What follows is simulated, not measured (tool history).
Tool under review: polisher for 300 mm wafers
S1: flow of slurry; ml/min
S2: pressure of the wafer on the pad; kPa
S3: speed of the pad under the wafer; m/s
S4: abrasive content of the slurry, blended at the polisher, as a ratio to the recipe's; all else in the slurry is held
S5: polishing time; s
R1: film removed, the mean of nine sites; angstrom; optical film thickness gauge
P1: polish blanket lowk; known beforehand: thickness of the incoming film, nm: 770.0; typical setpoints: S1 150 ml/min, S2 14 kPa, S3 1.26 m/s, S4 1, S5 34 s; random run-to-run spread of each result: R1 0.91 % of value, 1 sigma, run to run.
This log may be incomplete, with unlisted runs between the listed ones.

run 1 day=0.275 | S1=150 S2=14 S3=1.26 S4=1 S5=34 | R1=192.72
run 2 day=0.454 | S1=215 S2=14 S3=0.92 S4=1 S5=34 | R1=154.64
run 3 day=0.717 | S1=150 S2=14 S3=1.78 S4=1 S5=34 | R1=251.09
run 4 day=1.017 | S1=150 S2=14 S3=1.26 S4=1 S5=34 | R1=191.91
run 5 day=1.354 | S1=150 S2=14 S3=1.26 S4=1 S5=34 | R1=191.12
run 6 day=1.621 | S1=150 S2=14 S3=1.26 S4=0.55 S5=34 | R1=136.9
run 7 day=1.792 | S1=150 S2=14 S3=1.26 S4=1.3 S5=34 | R1=211.42
run 8 day=2.042 | S1=150 S2=14 S3=1.26 S4=1 S5=17 | R1=95.543
run 9 day=2.292 | S1=150 S2=14 S3=1.26 S4=1 S5=45 | R1=253.57
run 10 day=2.504 | S1=90 S2=14 S3=1.26 S4=1 S5=34 | R1=167.22
run 11 day=2.792 | S1=150 S2=14 S3=1.26 S4=1 S5=34 | R1=189.77
run 12 day=3.096 | S1=150 S2=21 S3=1.26 S4=1 S5=34 | R1=284.88
run 13 day=3.288 | S1=150 S2=14 S3=1.26 S4=1 S5=34 | R1=190.17
run 14 day=3.571 | S1=200 S2=14 S3=1.26 S4=1 S5=34 | R1=199.42
run 15 day=3.912 | S1=150 S2=14 S3=0.72 S4=1 S5=34 | R1=120.55

The next listed run, before its measurement:
run 16 day=4.2 | S1=150 S2=14 S3=1.26 S4=1 S5=34 | R1=?

{"run 16": {"R1": 188.49}}
